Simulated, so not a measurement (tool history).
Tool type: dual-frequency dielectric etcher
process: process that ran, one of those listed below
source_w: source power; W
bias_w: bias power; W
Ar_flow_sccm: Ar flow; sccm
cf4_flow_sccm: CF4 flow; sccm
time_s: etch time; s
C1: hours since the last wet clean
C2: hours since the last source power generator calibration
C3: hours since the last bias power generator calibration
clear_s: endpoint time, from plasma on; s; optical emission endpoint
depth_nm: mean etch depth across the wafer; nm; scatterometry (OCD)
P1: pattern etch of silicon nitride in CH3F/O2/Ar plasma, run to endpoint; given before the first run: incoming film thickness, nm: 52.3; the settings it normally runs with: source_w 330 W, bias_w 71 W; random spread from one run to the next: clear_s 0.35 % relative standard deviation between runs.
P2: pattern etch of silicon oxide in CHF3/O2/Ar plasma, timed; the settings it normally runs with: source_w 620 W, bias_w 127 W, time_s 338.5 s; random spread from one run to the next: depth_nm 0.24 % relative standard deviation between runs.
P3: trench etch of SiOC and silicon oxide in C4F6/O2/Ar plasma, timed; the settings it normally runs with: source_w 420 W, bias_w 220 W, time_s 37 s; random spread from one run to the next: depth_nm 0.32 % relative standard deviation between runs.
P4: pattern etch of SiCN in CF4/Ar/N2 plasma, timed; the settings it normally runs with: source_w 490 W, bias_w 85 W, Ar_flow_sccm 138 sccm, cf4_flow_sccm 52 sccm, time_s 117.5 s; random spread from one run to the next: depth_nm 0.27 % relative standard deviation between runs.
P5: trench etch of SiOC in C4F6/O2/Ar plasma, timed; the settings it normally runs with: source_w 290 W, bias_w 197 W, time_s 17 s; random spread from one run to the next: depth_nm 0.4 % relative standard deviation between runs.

run 1 hour=13.6 | process=P1 source_w=330 bias_w=71 | C1=111.1 C2=1892.8 C3=1651.3 | clear_s=81.824
run 2 hour=26.6 | process=P1 source_w=330 bias_w=71 | C1=124.1 C2=1905.8 C3=1664.3 | clear_s=81.522
run 3 hour=34.4 | process=P4 source_w=490 bias_w=85 Ar_flow_sccm=138 cf4_flow_sccm=62 time_s=117.5 | C1=131.9 C2=1913.6 C3=1672.1 | depth_nm=109.79
run 4 hour=50.1 | process=P1 source_w=230 bias_w=71 | C1=147.6 C2=1929.3 C3=1687.8 | clear_s=92.948
run 5 hour=65.2 | process=P2 source_w=620 bias_w=163 time_s=338.5 | C1=162.7 C2=1944.4 C3=1702.9 | depth_nm=646.93
run 6 hour=79 | process=P2 source_w=620 bias_w=127 time_s=338.5 | C1=176.5 C2=1958.2 C3=1716.7 | depth_nm=595.8
run 7 hour=91.4 | process=P4 source_w=490 bias_w=85 Ar_flow_sccm=138 cf4_flow_sccm=52 time_s=117.5 | C1=188.9 C2=1970.6 C3=1729.1 | depth_nm=106.31
run 8 hour=100.8 | process=P3 source_w=420 bias_w=220 time_s=37 | C1=198.3 C2=1980 C3=1738.5 | depth_nm=80.11
run 9 hour=114.8 | process=P4 source_w=490 bias_w=85 Ar_flow_sccm=95 cf4_flow_sccm=52 time_s=117.5 | C1=212.3 C2=1994 C3=1752.5 | depth_nm=113.69
run 10 hour=122.5 | process=P3 source_w=420 bias_w=220 time_s=51 | C1=220 C2=2001.7 C3=1760.2 | depth_nm=109.51
run 11 hour=136.7 | process=P1 source_w=330 bias_w=51 | C1=234.2 C2=2015.9 C3=1774.4 | clear_s=91.246
run 12 hour=148.6 | process=P4 source_w=490 bias_w=119 Ar_flow_sccm=138 cf4_flow_sccm=52 time_s=117.5 | C1=246.1 C2=2027.8 C3=1786.3 | depth_nm=121.99
run 13 hour=166.1 | process=P3 source_w=420 bias_w=179 time_s=37 | C1=263.6 C2=2045.3 C3=1803.8 | depth_nm=74.664
run 14 hour=178.6 | process=P5 source_w=290 bias_w=197 time_s=11 | C1=276.1 C2=2057.8 C3=1816.3 | depth_nm=21.004
run 15 hour=190.7 | process=P1 source_w=400 bias_w=71 | C1=288.2 C2=2069.9 C3=1828.4 | clear_s=75.791
run 16 hour=208.1 | process=P3 source_w=560 bias_w=220 time_s=37 | C1=305.6 C2=2087.3 C3=1845.8 | depth_nm=89.216
run 17 hour=224.1 | process=P1 source_w=330 bias_w=87 | C1=321.6 C2=2103.3 C3=1861.8 | clear_s=75.905
run 18 hour=233.2 | process=P1 source_w=330 bias_w=71 | C1=330.7 C2=2112.4 C3=1870.9 | clear_s=81.614
run 19 hour=245 | process=P3 source_w=420 bias_w=220 time_s=37 | C1=342.5 C2=2124.2 C3=1882.7 | depth_nm=79.789
-- hour=256.1 wet clean of the chamber
run 20 hour=260 | process=P4 source_w=490 bias_w=85 Ar_flow_sccm=138 cf4_flow_sccm=52 time_s=117.5 | C1=4 C2=2139.2 C3=1897.7 | depth_nm=106.59
run 21 hour=273.7 | process=P1 source_w=440 bias_w=87 | C1=17.7 C2=2152.9 C3=1911.4 | clear_s=68.078
run 22 hour=286.5 | process=P2 source_w=480 bias_w=127 time_s=338.5 | C1=30.5 C2=2165.7 C3=1924.2 | depth_nm=539.32
run 23 hour=299.3 | process=P5 source_w=190 bias_w=197 time_s=17 | C1=43.3 C2=2178.5 C3=1937 | depth_nm=27.777
run 24 hour=313 | process=P1 source_w=330 bias_w=71 | C1=57 C2=2192.2 C3=1950.7 | clear_s=81.394
run 25 hour=321.6 | process=P5 source_w=290 bias_w=197 time_s=17 | C1=65.6 C2=2200.8 C3=1959.3 | depth_nm=32.928
run 26 hour=338.2 | process=P4 source_w=650 bias_w=85 Ar_flow_sccm=138 cf4_flow_sccm=52 time_s=117.5 | C1=82.2 C2=2217.4 C3=1975.9 | depth_nm=136.73
run 27 hour=348.7 | process=P2 source_w=620 bias_w=127 time_s=186 | C1=92.7 C2=2227.9 C3=1986.4 | depth_nm=326.96
-- hour=359.1 bias power generator calibrated
run 28 hour=362.1 | process=P5 source_w=290 bias_w=116 time_s=17 | C1=106.1 C2=2241.3 C3=3 | depth_nm=27.767
run 29 hour=374.2 | process=P4 source_w=490 bias_w=85 Ar_flow_sccm=138 cf4_flow_sccm=52 time_s=168 | C1=118.2 C2=2253.4 C3=15.1 | depth_nm=152.43
run 30 hour=391.4 | process=P5 source_w=290 bias_w=197 time_s=17 | C1=135.4 C2=2270.6 C3=32.3 | depth_nm=32.489
run 31 hour=403.9 | process=P1 source_w=330 bias_w=71 | C1=147.9 C2=2283.1 C3=44.8 | clear_s=82.108
run 32 hour=419.2 | process=P1 source_w=330 bias_w=71 | C1=163.2 C2=2298.4 C3=60.1 | clear_s=82.306
run 33 hour=435.9 | process=P1 source_w=330 bias_w=71 | C1=179.9 C2=2315.1 C3=76.8 | clear_s=82.839
run 34 hour=450.4 | process=P1 source_w=330 bias_w=71 | C1=194.4 C2=2329.6 C3=91.3 | clear_s=82.838
run 35 hour=459.6 | process=P1 source_w=330 bias_w=71 | C1=203.6 C2=2338.8 C3=100.5 | clear_s=82.867
run 36 hour=473.6 | process=P1 source_w=330 bias_w=71 | C1=217.6 C2=2352.8 C3=114.5 | clear_s=82.617
run 37 hour=483.1 | process=P1 source_w=330 bias_w=71 | C1=227.1 C2=2362.3 C3=124 | clear_s=82.937
run 38 hour=494.4 | process=P1 source_w=330 bias_w=71 | C1=238.4 C2=2373.6 C3=135.3 | clear_s=83.217
-- hour=504 wet clean of the chamber
run 39 hour=506.5 | process=P1 source_w=330 bias_w=71 | C1=2.6 C2=2385.7 C3=147.4 | clear_s=82.441
run 40 hour=521.6 | process=P1 source_w=330 bias_w=71 | C1=17.7 C2=2400.8 C3=162.5 | clear_s=83.297
run 41 hour=534 | process=P1 source_w=330 bias_w=71 | C1=30.1 C2=2413.2 C3=174.9 | clear_s=82.871
run 42 hour=551.4 | process=P1 source_w=330 bias_w=71 | C1=47.5 C2=2430.6 C3=192.3 | clear_s=82.754

Compared with where it was, what P1 gives has crept away. Each cause listed below fits the log as well as the rest, at the size given for it:
A: source power that arrives under what is set, % = 4.55
B: bias power that arrives under what is set, % = 4.98
The onset of the drift is placed at about hour 403.9.
Other possible causes, and why each is ruled out:
chamber walls in a state that lowers the etch rate, %: maintenance at hour 504, after the shift began, did not return the process to its former output

Question marks stand in for the results of the 4 check runs listed below, each run on one wafer. Under which run would the listed causes show clearly different results?
run check 1 hour=568.8 | process=P4 source_w=490 bias_w=85 Ar_flow_sccm=138 cf4_flow_sccm=60 time_s=117.5 | depth_nm=?
run check 2 hour=568.8 | process=P5 source_w=190 bias_w=197 time_s=12.5 | depth_nm=?
run check 3 hour=568.8 | process=P2 source_w=500 bias_w=127 time_s=338.5 | depth_nm=?
run check 4 hour=568.8 | process=P3 source_w=550 bias_w=220 time_s=37 | depth_nm=?

What every check run would give for each of its results, assuming each possible cause in turn:
check=check_1 result=depth_nm if_A=104.63 if_B=106.83
check=check_2 result=depth_nm if_A=20.044 if_B=20.054
check=check_3 result=depth_nm if_A=537.75 if_B=538.86
check=check_4 result=depth_nm if_A=87.068 if_B=87.21
Gap, in per cent, between the two causes that each check separates least, read from the result that separates them most: check 1 2.09 %; check 2 0.05 %; check 3 0.21 %; check 4 0.16 %
Check 1 tells the causes apart: in the others they would give nearly the same result.

Check 1 has now been run. It gave: depth_nm 104.78 nm. Which of the candidate causes is it?

It was cause A: source power that arrives under what is set, %.
